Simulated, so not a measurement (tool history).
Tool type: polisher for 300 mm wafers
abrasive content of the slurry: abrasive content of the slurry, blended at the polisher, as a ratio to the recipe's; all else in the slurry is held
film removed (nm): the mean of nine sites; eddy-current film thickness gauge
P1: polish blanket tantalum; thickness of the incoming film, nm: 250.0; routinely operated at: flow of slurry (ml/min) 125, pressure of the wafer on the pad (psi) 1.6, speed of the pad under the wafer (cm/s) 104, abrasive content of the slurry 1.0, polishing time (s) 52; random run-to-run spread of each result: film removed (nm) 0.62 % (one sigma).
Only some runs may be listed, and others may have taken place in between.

| run | hour | flow of slurry (ml/min) | pressure of the wafer on the pad (psi) | speed of the pad under the wafer (cm/s) | abrasive content of the slurry | polishing time (s) | wafers polished on this pad | hours since the slurry nozzle was cleaned | hours since the head pressure was calibrated | hours since the slurry blender was calibrated | film removed (nm) |
|---|---|---|---|---|---|---|---|---|---|---|---|
| 1 | 11.4 | 125 | 1.6 | 104 | 1.0 | 52 | 420 | 389.7 | 428.8 | 142.0 | 80.199 |
| 2 | 21.6 | 125 | 1.6 | 64 | 1.0 | 52 | 542 | 399.9 | 439.0 | 152.2 | 49.005 |
| 3 | 31.1 | 125 | 1.6 | 104 | 1.0 | 52 | 656 | 409.4 | 448.5 | 161.7 | 79.629 |
| 4 | 45.8 | 125 | 1.6 | 104 | 0.6 | 52 | 832 | 424.1 | 463.2 | 176.4 | 66.762 |
| 5 | 57.8 | 125 | 1.0 | 104 | 1.0 | 64 | 976 | 436.1 | 475.2 | 188.4 | 61.988 |
| 6 | 72.4 | 125 | 1.6 | 104 | 1.0 | 71 | 1151 | 450.7 | 489.8 | 203.0 | 109.150 |
| 7 | 85.5 | 125 | 1.2 | 104 | 1.0 | 37 | 1308 | 463.8 | 502.9 | 216.1 | 42.759 |
| 8 | 94.9 | 125 | 1.6 | 104 | 1.0 | 52 | 1421 | 473.2 | 512.3 | 225.5 | 79.853 |
| 9 | 103.7 | 125 | 1.6 | 104 | 1.0 | 52 | 1526 | 482.0 | 521.1 | 234.3 | 80.018 |
| 10 | 112.8 | 125 | 1.6 | 104 | 1.0 | 23 | 1635 | 491.1 | 530.2 | 243.4 | 35.158 |
| 11 | 120.7 | 125 | 1.6 | 104 | 1.0 | 52 | 1730 | 499.0 | 538.1 | 251.3 | 80.125 |
| 12 | 130.7 | 125 | 1.6 | 104 | 1.0 | 52 | 1850 | 509.0 | 548.1 | 261.3 | 80.317 |
| 13 | 141.2 | 125 | 1.6 | 104 | 1.0 | 52 | 1976 | 519.5 | 558.6 | 271.8 | 79.489 |
| 14 | 156.7 | 75 | 1.6 | 104 | 1.0 | 52 | 2161 | 535.0 | 574.1 | 287.3 | 70.118 |
| 15 | 166.8 | 125 | 2.5 | 104 | 1.0 | 52 | 2282 | 545.1 | 584.2 | 297.4 | 124.710 |
| 16 | 174.3 | 125 | 0.9 | 104 | 1.0 | 52 | 2372 | 552.6 | 591.7 | 304.9 | 44.507 |

Run 17, settings as shown, results not yet in. Your forecast:
| 17 | 184.3 | 125 | 1.6 | 134 | 1.0 | 52 | 2492 | 562.6 | 601.7 | 314.9 | ? |

{"run 17": {"film removed (nm)": 102.49}}

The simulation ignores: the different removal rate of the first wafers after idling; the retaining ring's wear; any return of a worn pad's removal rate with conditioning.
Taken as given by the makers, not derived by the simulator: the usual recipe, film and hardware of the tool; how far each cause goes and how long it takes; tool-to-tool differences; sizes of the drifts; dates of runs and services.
